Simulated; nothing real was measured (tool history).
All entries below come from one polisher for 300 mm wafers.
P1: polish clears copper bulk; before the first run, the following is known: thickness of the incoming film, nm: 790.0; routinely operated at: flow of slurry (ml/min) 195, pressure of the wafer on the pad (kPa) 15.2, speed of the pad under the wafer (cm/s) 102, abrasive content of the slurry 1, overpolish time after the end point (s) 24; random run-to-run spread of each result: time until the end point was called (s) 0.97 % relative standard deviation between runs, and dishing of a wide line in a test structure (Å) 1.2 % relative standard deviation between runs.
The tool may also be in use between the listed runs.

run,hour,flow of slurry (ml/min),pressure of the wafer on the pad (kPa),speed of the pad under the wafer (cm/s),abrasive content of the slurry,overpolish time after the end point (s),wafers polished on this pad,hours since the slurry nozzle was cleaned,hours since the head pressure was calibrated,hours since the slurry blender was calibrated,time until the end point was called (s),dishing of a wide line in a test structure (Å)
1,6.5,195,15.2,102,1,24,482,409.4,118.2,50.4,130.51,705.7
2,10.5,195,15.2,102,1.45,24,515,413.4,122.2,54.4,118.17,703.2
3,16.9,195,15.2,58,1,24,568,419.8,128.6,60.8,228.88,493.44
4,20.9,195,15.2,102,1,24,601,423.8,132.6,64.8,126.29,708.32
5,24.9,195,15.2,102,1,24,634,427.8,136.6,68.8,128.49,695.46
6,30,195,15.2,102,1,24,676,432.9,141.7,73.9,126.01,684.71
7,36.4,195,15.2,102,1,12,728,439.3,148.1,80.3,129.39,453.15
8,41,115,15.2,102,1,24,766,443.9,152.7,84.9,139.54,659.84
9,45.4,195,15.2,160,1,24,802,448.3,157.1,89.3,82.651,826.84
10,52.4,295,15.2,102,1,24,860,455.3,164.1,96.3,121.43,703.88
11,58.3,195,7.6,102,1,24,909,461.2,170,102.2,255.88,421.45
12,65.2,195,15.2,102,0.55,15,966,468.1,176.9,109.1,145.03,483.13
13,70.4,195,15.2,102,1,40,1008,473.3,182.1,114.3,129.86,843.19
14,79.1,195,15.2,102,1,24,1080,482,190.8,123,130.53,702.27
15,84.4,195,15.2,102,1,24,1124,487.3,196.1,128.3,129.63,676.82
16,90.5,300,15.2,102,0.55,24,1174,493.4,202.2,134.4,138.24,658.22
17,94.4,195,22.8,102,1,24,1206,497.3,206.1,138.3,86.706,867.28
18,98.6,195,15.2,102,0.65,24,1241,501.5,210.3,142.5,139.71,666.27
19,102.7,195,15.2,102,1,24,1274,505.6,214.4,146.6,128.1,693.03
20,111.1,195,15.2,102,1,24,1344,514,222.8,155,133.14,671.32
21,119.7,195,15.2,102,1,24,1414,522.6,231.4,163.6,136.82,663.92
# hour 123.1: head pressure recalibrated
# hour 123.7: worn pad replaced by a new one
22,124.5,195,15.2,102,1,24,7,527.4,1.4,168.4,136.99,671.49
23,129.1,195,15.2,102,1,24,45,532,6,173,137.96,670.65
24,133.5,195,15.2,102,1,24,81,536.4,10.4,177.4,138.02,651.98
25,140.1,195,15.2,102,1,24,135,543,17,184,138.68,666.45

Compared with where it was, what P1 gives has crept away. Each cause listed below fits the log as well as the rest, at the size given for it:
A: abrasive missing from the slurry, % = 28.3
B: slurry flow missing at the pad, % = 34.2
The gradual shift began around hour 102.7.
What rules out each remaining cause:
removal rate lost through wear of the pad, %: serviced at hour 123.7, which brought nothing back
head's pressure below its setpoint, %: serviced at hour 123.1, which brought nothing back

Each of the check runs listed below is run on 3 wafers and reports their average, with the results left as question marks. Pick the one under which the possible causes would lead to clearly different results.
check 1,146.7,195,9.7,102,1,15,,,,,?,?
check 2,146.7,195,15.2,158,1,24,,,,,?,?
check 3,146.7,240,15.2,102,1,15,,,,,?,?
check 4,146.7,115,15.2,102,1,15,,,,,?,?

Outcome of each check run for each possible cause:
check,result,if A,if B
check 1,time until the end point was called (s),218.05,218.03
check 1,dishing of a wide line in a test structure (Å),346.39,346.42
check 2,time until the end point was called (s),89.579,89.572
check 2,dishing of a wide line in a test structure (Å),811.24,811.26
check 3,time until the end point was called (s),135.24,133.58
check 3,dishing of a wide line in a test structure (Å),508.05,512.31
check 4,time until the end point was called (s),152.27,158.85
check 4,dishing of a wide line in a test structure (Å),467.92,453.97
Per-check spread between the two closest causes, in the result where they differ most: check 1 0.01 %; check 2 0.01 %; check 3 1.24 %; check 4 4.23 %
Of the check runs offered, only check 4 discriminates between the causes; the rest would read about the same regardless of which cause applies.

The results of check 4 are: time until the end point was called (s) 159.72; dishing of a wide line in a test structure (Å) 449.05. Based on these, which of the listed causes is it?

The correct cause is B, namely: slurry flow missing at the pad, %.
